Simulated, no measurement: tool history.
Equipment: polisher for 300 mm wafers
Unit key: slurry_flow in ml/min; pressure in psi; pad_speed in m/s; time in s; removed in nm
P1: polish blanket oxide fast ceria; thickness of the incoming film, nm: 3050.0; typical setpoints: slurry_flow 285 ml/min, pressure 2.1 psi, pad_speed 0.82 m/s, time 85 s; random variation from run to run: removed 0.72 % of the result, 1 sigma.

run    day  slurry_flow  pressure  pad_speed  time  removed
  1  0.475          285       2.1       0.82    85   810.47
  2  0.808          285       2.1       1.28    85   1270.5
  3  1.371          285       2.1       0.36    85   354.18
  4  1.821          285       2.1       0.82    85   810.05
  5  2.225          285       2.1       0.82   122   1159.1
  6  2.554          170       2.1       0.82    85   770.33
  7  3.017          395       2.1       0.82    85   833.96
  8  3.508          285       2.1       0.82    41   393.02
  9  4.058          285         3       0.82    85   1151.1
     4.104  -- slurry nozzle cleaned
 10  4.438          285       2.1       0.82    85   801.77
 11  4.825          285       2.1       0.82    85   805.16
 12  5.179          285       2.1       0.82    85   809.87
 13   5.75          285       2.1       0.82    85   803.63
 14  6.271          285       1.1       0.82    85   424.69
 15  6.579          285       2.1       1.08    48   594.79
 16  7.121          285       2.1       0.82    85   807.64
 17  7.558          285       2.1       0.82    85   785.34
 18  7.892          285       2.1       0.82    85   775.64
 19    8.2          285       2.1       0.82    85   770.43
 20  8.767          285       2.1       0.82    85   775.09
     8.962  -- head pressure recalibrated
 21  9.075          285       2.1       0.82    85   774.88
 22    9.4          285       2.1       0.82    85   776.67

What will run 23 give?
 23  9.7          285       2.1       0.82    85        ?

removed: 768.8 nm

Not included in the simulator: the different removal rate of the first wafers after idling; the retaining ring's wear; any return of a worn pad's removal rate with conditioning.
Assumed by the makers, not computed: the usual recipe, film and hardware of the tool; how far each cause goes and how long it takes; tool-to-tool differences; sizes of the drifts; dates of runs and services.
